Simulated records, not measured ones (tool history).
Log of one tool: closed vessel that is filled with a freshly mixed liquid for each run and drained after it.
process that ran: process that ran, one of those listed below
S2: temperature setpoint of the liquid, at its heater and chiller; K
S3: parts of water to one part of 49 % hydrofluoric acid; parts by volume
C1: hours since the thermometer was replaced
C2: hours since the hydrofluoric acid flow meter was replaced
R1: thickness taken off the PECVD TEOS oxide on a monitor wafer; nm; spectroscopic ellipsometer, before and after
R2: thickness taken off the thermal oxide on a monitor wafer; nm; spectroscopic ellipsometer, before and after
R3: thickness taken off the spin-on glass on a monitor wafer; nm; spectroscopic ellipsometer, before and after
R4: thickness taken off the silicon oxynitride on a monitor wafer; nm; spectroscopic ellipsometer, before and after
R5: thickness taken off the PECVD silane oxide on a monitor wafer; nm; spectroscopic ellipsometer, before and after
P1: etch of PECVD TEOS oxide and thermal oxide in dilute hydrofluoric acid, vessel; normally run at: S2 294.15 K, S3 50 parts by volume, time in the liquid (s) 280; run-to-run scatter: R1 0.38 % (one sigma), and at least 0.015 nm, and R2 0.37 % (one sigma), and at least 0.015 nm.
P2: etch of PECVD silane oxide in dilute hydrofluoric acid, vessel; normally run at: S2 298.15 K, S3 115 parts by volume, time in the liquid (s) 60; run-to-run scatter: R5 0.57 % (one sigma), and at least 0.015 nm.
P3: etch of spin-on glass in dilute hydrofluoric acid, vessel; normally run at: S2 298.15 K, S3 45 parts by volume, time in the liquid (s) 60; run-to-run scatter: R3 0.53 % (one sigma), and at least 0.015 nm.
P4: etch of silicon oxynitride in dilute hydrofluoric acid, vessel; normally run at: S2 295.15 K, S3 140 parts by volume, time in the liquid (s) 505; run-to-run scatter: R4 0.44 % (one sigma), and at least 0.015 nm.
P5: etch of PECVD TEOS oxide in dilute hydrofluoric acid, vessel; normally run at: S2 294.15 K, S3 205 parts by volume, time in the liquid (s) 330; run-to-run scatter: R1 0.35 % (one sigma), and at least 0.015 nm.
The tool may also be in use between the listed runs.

Run 1, hour 6.1: process that ran P1, S2 294.15 K, S3 50 parts by volume, time in the liquid (s) 280; C1 230.3; C2 765.2. Result: R1 51.9650 nm, R2 25.0940 nm.
Run 2, hour 13.6: process that ran P1, S2 294.15 K, S3 50 parts by volume, time in the liquid (s) 70; C1 237.8; C2 772.7. Result: R1 12.9340 nm, R2 6.3091 nm.
Run 3, hour 27.1: process that ran P3, S2 298.15 K, S3 45 parts by volume, time in the liquid (s) 60; C1 251.3; C2 786.2. Result: R3 60.408 nm.
Run 4, hour 39.2: process that ran P4, S2 295.15 K, S3 140 parts by volume, time in the liquid (s) 505; C1 263.4; C2 798.3. Result: R4 5.9077 nm.
Run 5, hour 47.8: process that ran P1, S2 294.15 K, S3 50 parts by volume, time in the liquid (s) 280; C1 272.0; C2 806.9. Result: R1 52.0910 nm, R2 24.9380 nm.
Run 6, hour 59.8: process that ran P1, S2 297.65 K, S3 50 parts by volume, time in the liquid (s) 30; C1 284.0; C2 818.9. Result: R1 6.4405 nm, R2 3.0809 nm.
Run 7, hour 71.7: process that ran P2, S2 293.15 K, S3 115 parts by volume, time in the liquid (s) 60; C1 295.9; C2 830.8. Result: R5 19.595 nm.
Run 8, hour 82.8: process that ran P4, S2 301.65 K, S3 140 parts by volume, time in the liquid (s) 505; C1 307.0; C2 841.9. Result: R4 7.9144 nm.
Run 9, hour 94.6: process that ran P1, S2 294.15 K, S3 20 parts by volume, time in the liquid (s) 280; C1 318.8; C2 853.7. Result: R1 134.4700 nm, R2 64.7210 nm.
Run 10, hour 101.5: process that ran P1, S2 290.15 K, S3 75 parts by volume, time in the liquid (s) 280; C1 325.7; C2 860.6. Result: R1 28.4310 nm, R2 13.6000 nm.
Run 11, hour 109.7: process that ran P5, S2 294.15 K, S3 205 parts by volume, time in the liquid (s) 330; C1 333.9; C2 868.8. Result: R1 18.1540 nm.
Run 12, hour 118.7: process that ran P3, S2 298.15 K, S3 70 parts by volume, time in the liquid (s) 60; C1 342.9; C2 877.8. Result: R3 37.251 nm.
Run 13, hour 130.9: process that ran P4, S2 295.15 K, S3 140 parts by volume, time in the liquid (s) 505; C1 355.1; C2 890.0. Result: R4 5.9177 nm.
Run 14, hour 138.6: process that ran P5, S2 294.15 K, S3 360 parts by volume, time in the liquid (s) 330; C1 362.8; C2 897.7. Result: R1 8.9234 nm.
Run 15, hour 148.7: process that ran P1, S2 290.15 K, S3 50 parts by volume, time in the liquid (s) 280; C1 372.9; C2 907.8. Result: R1 43.8790 nm, R2 21.0700 nm.
Run 16, hour 156.6: process that ran P1, S2 301.65 K, S3 50 parts by volume, time in the liquid (s) 80; C1 380.8; C2 915.7. Result: R1 20.2340 nm, R2 9.7132 nm.
Run 17, hour 167.3: process that ran P5, S2 290.15 K, S3 205 parts by volume, time in the liquid (s) 330; C1 391.5; C2 926.4. Result: R1 15.5290 nm.
Run 18, hour 174.0: process that ran P2, S2 298.15 K, S3 25 parts by volume, time in the liquid (s) 60; C1 398.2; C2 933.1. Result: R5 123.920 nm.
Run 19, hour 183.6: process that ran P4, S2 295.15 K, S3 140 parts by volume, time in the liquid (s) 205; C1 407.8; C2 942.7. Result: R4 2.3757 nm.
Run 20, hour 194.4: process that ran P1, S2 294.15 K, S3 50 parts by volume, time in the liquid (s) 280; C1 418.6; C2 953.5. Result: R1 51.7950 nm, R2 25.1480 nm.
Run 21, hour 202.6: process that ran P2, S2 298.15 K, S3 115 parts by volume, time in the liquid (s) 30; C1 426.8; C2 961.7. Result: R5 11.980 nm.
Run 22, hour 209.4: process that ran P3, S2 298.15 K, S3 45 parts by volume, time in the liquid (s) 30; C1 433.6; C2 968.5. Result: R3 30.084 nm.
Run 23, hour 218.8: process that ran P1, S2 302.15 K, S3 50 parts by volume, time in the liquid (s) 280; C1 443.0; C2 977.9. Result: R1 71.8760 nm, R2 34.8260 nm.
Run 24, hour 227.9: process that ran P1, S2 294.15 K, S3 50 parts by volume, time in the liquid (s) 280; C1 452.1; C2 987.0. Result: R1 51.5150 nm, R2 24.9870 nm.
Run 25, hour 236.7: process that ran P1, S2 294.15 K, S3 90 parts by volume, time in the liquid (s) 280; C1 460.9; C2 995.8. Result: R1 27.5210 nm, R2 13.2670 nm.
Run 26, hour 242.9: process that ran P1, S2 294.15 K, S3 50 parts by volume, time in the liquid (s) 280; C1 467.1; C2 1002.0. Result: R1 51.9940 nm, R2 25.0490 nm.
Run 27, hour 251.8: process that ran P3, S2 298.15 K, S3 45 parts by volume, time in the liquid (s) 60; C1 476.0; C2 1010.9. Result: R3 60.619 nm.
Run 28, hour 262.1: process that ran P2, S2 298.15 K, S3 115 parts by volume, time in the liquid (s) 60; C1 486.3; C2 1021.2. Result: R5 24.073 nm.
Run 29, hour 270.8: process that ran P1, S2 294.15 K, S3 50 parts by volume, time in the liquid (s) 480; C1 495.0; C2 1029.9. Result: R1 89.1270 nm, R2 42.9190 nm.
Run 30, hour 283.4: process that ran P5, S2 294.15 K, S3 205 parts by volume, time in the liquid (s) 650; C1 507.6; C2 1042.5. Result: R1 35.6560 nm.
Run 31, hour 292.8: process that ran P2, S2 298.15 K, S3 115 parts by volume, time in the liquid (s) 60; C1 517.0; C2 1051.9. Result: R5 24.149 nm.
Run 32, hour 300.3: process that ran P3, S2 305.65 K, S3 45 parts by volume, time in the liquid (s) 60; C1 524.5; C2 1059.4. Result: R3 82.492 nm.
Run 33, hour 311.0: process that ran P4, S2 295.15 K, S3 220 parts by volume, time in the liquid (s) 505; C1 535.2; C2 1070.1. Result: R4 3.5443 nm.
Run 34, hour 319.8: process that ran P1, S2 294.15 K, S3 50 parts by volume, time in the liquid (s) 280; C1 544.0; C2 1078.9. Result: R1 52.0430 nm, R2 25.0590 nm.
Run 35, hour 326.8: process that ran P1, S2 294.15 K, S3 50 parts by volume, time in the liquid (s) 280; C1 551.0; C2 1085.9. Result: R1 53.8190 nm, R2 25.8540 nm.
Run 36, hour 336.5: process that ran P1, S2 294.15 K, S3 50 parts by volume, time in the liquid (s) 280; C1 560.7; C2 1095.6. Result: R1 55.4930 nm, R2 26.8110 nm.
Run 37, hour 342.9: process that ran P1, S2 294.15 K, S3 50 parts by volume, time in the liquid (s) 280; C1 567.1; C2 1102.0. Result: R1 56.4530 nm, R2 27.0240 nm.
Run 38, hour 353.8: process that ran P1, S2 294.15 K, S3 50 parts by volume, time in the liquid (s) 280; C1 578.0; C2 1112.9. Result: R1 56.8070 nm, R2 27.3720 nm.
Run 39, hour 361.1: process that ran P1, S2 294.15 K, S3 50 parts by volume, time in the liquid (s) 280; C1 585.3; C2 1120.2. Result: R1 56.6820 nm, R2 27.3290 nm.
Run 40, hour 374.7: process that ran P1, S2 294.15 K, S3 50 parts by volume, time in the liquid (s) 280; C1 598.9; C2 1133.8. Result: R1 57.4880 nm, R2 27.5030 nm.

What P1 gives has crept away from where it was. These 2 causes fit the log equally well, each at the size given:
A: liquid hotter than its thermometer reads (K) = 2.29
B: hydrofluoric acid flow above the setpoint (%) = 9.42
The creep began at about hour 319.8.

4 check runs are offered, one wafer each, their results left as question marks. Which one tells the causes apart?
Run check 1, hour 388.3: process that ran P5, S2 294.15 K, S3 360 parts by volume, time in the liquid (s) 650. Result: R1 ?.
Run check 2, hour 388.3: process that ran P3, S2 298.15 K, S3 70 parts by volume, time in the liquid (s) 60. Result: R3 ?.
Run check 3, hour 388.3: process that ran P2, S2 293.15 K, S3 115 parts by volume, time in the liquid (s) 60. Result: R5 ?.
Run check 4, hour 388.3: process that ran P4, S2 298.15 K, S3 140 parts by volume, time in the liquid (s) 505. Result: R4 ?.

What each check would give under each cause:
  check  result     if A     if B
check 1      R1  19.0740  19.8230
check 2      R3   41.303   41.592
check 3      R5   21.671   21.861
check 4      R4   7.5232   7.4970
How far apart the two closest causes lie, in the result that separates them most: check 1 3.85 %; check 2 0.7 %; check 3 0.87 %; check 4 0.35 %
Only check 1 tells the causes apart: in the others they would give nearly the same result.

Check 1 was then run and gave: R1 19.7990 nm. Which cause is it?

It is B: hydrofluoric acid flow above the setpoint (%).
